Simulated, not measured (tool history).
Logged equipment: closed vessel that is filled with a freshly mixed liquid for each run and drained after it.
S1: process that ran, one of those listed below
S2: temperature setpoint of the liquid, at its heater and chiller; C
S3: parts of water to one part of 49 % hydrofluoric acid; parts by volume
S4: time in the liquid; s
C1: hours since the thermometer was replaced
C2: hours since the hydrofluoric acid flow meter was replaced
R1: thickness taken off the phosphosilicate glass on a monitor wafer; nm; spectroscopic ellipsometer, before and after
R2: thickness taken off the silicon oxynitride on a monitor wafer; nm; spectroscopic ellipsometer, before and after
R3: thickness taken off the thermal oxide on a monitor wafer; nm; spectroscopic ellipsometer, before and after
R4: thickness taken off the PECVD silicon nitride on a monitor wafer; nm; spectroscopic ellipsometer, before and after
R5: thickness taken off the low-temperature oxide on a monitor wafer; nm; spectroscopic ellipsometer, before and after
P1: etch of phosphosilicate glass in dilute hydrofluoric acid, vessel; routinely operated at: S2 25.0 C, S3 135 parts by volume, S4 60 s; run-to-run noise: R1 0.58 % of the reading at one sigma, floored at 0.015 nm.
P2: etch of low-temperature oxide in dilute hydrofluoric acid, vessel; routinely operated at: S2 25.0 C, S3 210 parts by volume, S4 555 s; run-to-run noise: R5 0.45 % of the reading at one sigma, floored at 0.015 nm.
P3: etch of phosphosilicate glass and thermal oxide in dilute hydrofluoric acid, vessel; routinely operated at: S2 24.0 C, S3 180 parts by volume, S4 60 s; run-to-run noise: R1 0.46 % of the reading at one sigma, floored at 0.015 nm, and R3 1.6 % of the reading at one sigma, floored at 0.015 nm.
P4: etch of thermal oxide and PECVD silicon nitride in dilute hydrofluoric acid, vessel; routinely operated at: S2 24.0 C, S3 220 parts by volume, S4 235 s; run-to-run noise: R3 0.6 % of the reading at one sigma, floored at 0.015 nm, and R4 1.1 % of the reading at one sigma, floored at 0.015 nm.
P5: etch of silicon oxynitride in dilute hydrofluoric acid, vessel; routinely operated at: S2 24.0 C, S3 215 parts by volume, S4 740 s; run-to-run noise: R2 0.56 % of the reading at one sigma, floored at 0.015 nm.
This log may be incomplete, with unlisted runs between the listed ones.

{"run": 1, "hour": 16.2, "S1": "P1", "S2": 25.0, "S3": 135, "S4": 60, "C1": 1099.0, "C2": 939.0, "R1": 76.059}
{"run": 2, "hour": 25.5, "S1": "P5", "S2": 24.0, "S3": 215, "S4": 740, "C1": 1108.3, "C2": 948.3, "R2": 14.093}
{"run": 3, "hour": 34.2, "S1": "P1", "S2": 32.5, "S3": 135, "S4": 60, "C1": 1117.0, "C2": 957.0, "R1": 100.08}
{"run": 4, "hour": 52.1, "S1": "P4", "S2": 24.0, "S3": 220, "S4": 235, "C1": 1134.9, "C2": 974.9, "R3": 4.6658, "R4": 1.8042}
{"run": 5, "hour": 66.8, "S1": "P2", "S2": 25.0, "S3": 210, "S4": 860, "C1": 1149.6, "C2": 989.6, "R5": 54.378}
{"run": 6, "hour": 85.5, "S1": "P2", "S2": 25.0, "S3": 210, "S4": 555, "C1": 1168.3, "C2": 1008.3, "R5": 35.164}
{"run": 7, "hour": 96.8, "S1": "P3", "S2": 24.0, "S3": 330, "S4": 60, "C1": 1179.6, "C2": 1019.6, "R1": 8.6731, "R3": 0.61708}
{"run": 8, "hour": 107.0, "S1": "P1", "S2": 25.0, "S3": 135, "S4": 30, "C1": 1189.8, "C2": 1029.8, "R1": 37.969}
{"run": 9, "hour": 119.8, "S1": "P2", "S2": 25.0, "S3": 305, "S4": 555, "C1": 1202.6, "C2": 1042.6, "R5": 22.023}
{"run": 10, "hour": 132.3, "S1": "P4", "S2": 24.0, "S3": 45, "S4": 235, "C1": 1215.1, "C2": 1055.1, "R3": 28.521, "R4": 8.7796}
{"run": 11, "hour": 143.5, "S1": "P3", "S2": 17.0, "S3": 180, "S4": 60, "C1": 1226.3, "C2": 1066.3, "R1": 14.185, "R3": 1.0507}
{"run": 12, "hour": 158.9, "S1": "P3", "S2": 24.0, "S3": 180, "S4": 90, "C1": 1241.7, "C2": 1081.7, "R1": 27.665, "R3": 2.1013}
{"run": 13, "hour": 175.9, "S1": "P5", "S2": 24.0, "S3": 215, "S4": 1420, "C1": 1258.7, "C2": 1098.7, "R2": 26.701}
{"run": 14, "hour": 186.7, "S1": "P1", "S2": 25.0, "S3": 135, "S4": 60, "C1": 1269.5, "C2": 1109.5, "R1": 75.635}
{"run": 15, "hour": 205.1, "S1": "P1", "S2": 25.0, "S3": 230, "S4": 60, "C1": 1287.9, "C2": 1127.9, "R1": 39.906}
{"run": 16, "hour": 219.1, "S1": "P1", "S2": 25.0, "S3": 135, "S4": 60, "C1": 1301.9, "C2": 1141.9, "R1": 76.338}
{"run": 17, "hour": 227.7, "S1": "P5", "S2": 24.0, "S3": 215, "S4": 740, "C1": 1310.5, "C2": 1150.5, "R2": 14.046}
{"run": 18, "hour": 243.3, "S1": "P5", "S2": 19.5, "S3": 215, "S4": 740, "C1": 1326.1, "C2": 1166.1, "R2": 11.451}
{"run": 19, "hour": 257.8, "S1": "P1", "S2": 25.0, "S3": 80, "S4": 60, "C1": 1340.6, "C2": 1180.6, "R1": 137.36}
{"run": 20, "hour": 271.1, "S1": "P2", "S2": 17.0, "S3": 210, "S4": 555, "C1": 1353.9, "C2": 1193.9, "R5": 25.942}
{"run": 21, "hour": 279.3, "S1": "P3", "S2": 24.0, "S3": 180, "S4": 60, "C1": 1362.1, "C2": 1202.1, "R1": 18.46, "R3": 1.3598}
{"run": 22, "hour": 295.6, "S1": "P4", "S2": 18.5, "S3": 220, "S4": 235, "C1": 1378.4, "C2": 1218.4, "R3": 3.829, "R4": 1.288}
{"run": 23, "hour": 307.0, "S1": "P1", "S2": 25.0, "S3": 135, "S4": 60, "C1": 1389.8, "C2": 1229.8, "R1": 75.979}
{"run": 24, "hour": 325.3, "S1": "P5", "S2": 24.0, "S3": 390, "S4": 740, "C1": 1408.1, "C2": 1248.1, "R2": 6.9494}
{"run": 25, "hour": 342.8, "S1": "P1", "S2": 25.0, "S3": 135, "S4": 100, "C1": 1425.6, "C2": 1265.6, "R1": 127.2}
{"run": 26, "hour": 361.3, "S1": "P2", "S2": 25.0, "S3": 210, "S4": 555, "C1": 1444.1, "C2": 1284.1, "R5": 34.994}
{"run": 27, "hour": 370.4, "S1": "P1", "S2": 25.0, "S3": 135, "S4": 60, "C1": 1453.2, "C2": 1293.2, "R1": 75.835}
{"run": 28, "hour": 383.8, "S1": "P1", "S2": 32.0, "S3": 205, "S4": 60, "C1": 1466.6, "C2": 1306.6, "R1": 59.2}
{"run": 29, "hour": 394.0, "S1": "P4", "S2": 24.0, "S3": 220, "S4": 440, "C1": 1476.8, "C2": 1316.8, "R3": 8.9742, "R4": 3.3354}
{"run": 30, "hour": 404.1, "S1": "P1", "S2": 17.0, "S3": 135, "S4": 60, "C1": 1486.9, "C2": 1326.9, "R1": 55.311}
{"run": 31, "hour": 413.1, "S1": "P4", "S2": 24.0, "S3": 220, "S4": 235, "C1": 1495.9, "C2": 1335.9, "R3": 4.7414, "R4": 1.8228}
{"run": 32, "hour": 431.4, "S1": "P1", "S2": 25.0, "S3": 135, "S4": 60, "C1": 1514.2, "C2": 1354.2, "R1": 74.759}
{"run": 33, "hour": 440.0, "S1": "P1", "S2": 25.0, "S3": 135, "S4": 60, "C1": 1522.8, "C2": 1362.8, "R1": 75.033}
{"run": 34, "hour": 453.2, "S1": "P1", "S2": 25.0, "S3": 135, "S4": 60, "C1": 1536.0, "C2": 1376.0, "R1": 72.615}
{"run": 35, "hour": 469.3, "S1": "P1", "S2": 25.0, "S3": 135, "S4": 60, "C1": 1552.1, "C2": 1392.1, "R1": 70.916}
{"run": 36, "hour": 485.3, "S1": "P1", "S2": 25.0, "S3": 135, "S4": 60, "C1": 1568.1, "C2": 1408.1, "R1": 71.007}
{"run": 37, "hour": 497.2, "S1": "P1", "S2": 25.0, "S3": 135, "S4": 60, "C1": 1580.0, "C2": 1420.0, "R1": 70.411}
{"run": 38, "hour": 511.4, "S1": "P1", "S2": 25.0, "S3": 135, "S4": 60, "C1": 1594.2, "C2": 1434.2, "R1": 70.295}
{"run": 39, "hour": 523.3, "S1": "P1", "S2": 25.0, "S3": 135, "S4": 60, "C1": 1606.1, "C2": 1446.1, "R1": 70.367}
{"run": 40, "hour": 536.9, "S1": "P1", "S2": 25.0, "S3": 135, "S4": 60, "C1": 1619.7, "C2": 1459.7, "R1": 70.248}
{"run": 41, "hour": 549.8, "S1": "P1", "S2": 25.0, "S3": 135, "S4": 60, "C1": 1632.6, "C2": 1472.6, "R1": 70.047}
{"run": 42, "hour": 562.9, "S1": "P1", "S2": 25.0, "S3": 135, "S4": 60, "C1": 1645.7, "C2": 1485.7, "R1": 69.629}
{"run": 43, "hour": 577.5, "S1": "P1", "S2": 25.0, "S3": 135, "S4": 60, "C1": 1660.3, "C2": 1500.3, "R1": 70.161}

P1 has crept away from where it was. The log is fitted equally well by each of these 2 causes, at the sizes shown:
A: hydrofluoric acid flow below the setpoint (%) = 7.15
B: liquid colder than its thermometer reads (K) = 2.24
The gradual shift began around hour 431.4.

Each of the check runs listed below is run on 2 wafers and reports their average, with the results left as question marks. Pick the one under which the possible causes would lead to clearly different results.
{"run": "check 1", "hour": 592.1, "S1": "P5", "S2": 24.0, "S3": 385, "S4": 1410, "R2": "?"}
{"run": "check 2", "hour": 592.1, "S1": "P2", "S2": 18.0, "S3": 210, "S4": 745, "R5": "?"}
{"run": "check 3", "hour": 592.1, "S1": "P4", "S2": 24.0, "S3": 90, "S4": 390, "R3": "?", "R4": "?"}
{"run": "check 4", "hour": 592.1, "S1": "P3", "S2": 17.5, "S3": 180, "S4": 80, "R1": "?", "R3": "?"}

Expected result of each check under each candidate cause:
check=check_1 result=R2 if_A=12.1060 if_B=12.1090
check=check_2 result=R5 if_A=33.131 if_B=33.133
check=check_3 result=R3 if_A=20.42900 if_B=20.27600
check=check_3 result=R4 if_A=6.7470 if_B=6.2505
check=check_4 result=R1 if_A=17.5670 if_B=17.5020
check=check_4 result=R3 if_A=1.28130 if_B=1.27660
Minimum pairwise separation of causes per check, each pair taken at its best-separating result: check 1 0.03 %; check 2 0.01 %; check 3 7.64 %; check 4 0.37 %
Only check 3 tells the causes apart: in the others they would give nearly the same result.

Check 3 was carried out, with these results: R3 20.49400 nm; R4 6.6365 nm. Which of the listed causes is responsible?

It is A: hydrofluoric acid flow below the setpoint (%).

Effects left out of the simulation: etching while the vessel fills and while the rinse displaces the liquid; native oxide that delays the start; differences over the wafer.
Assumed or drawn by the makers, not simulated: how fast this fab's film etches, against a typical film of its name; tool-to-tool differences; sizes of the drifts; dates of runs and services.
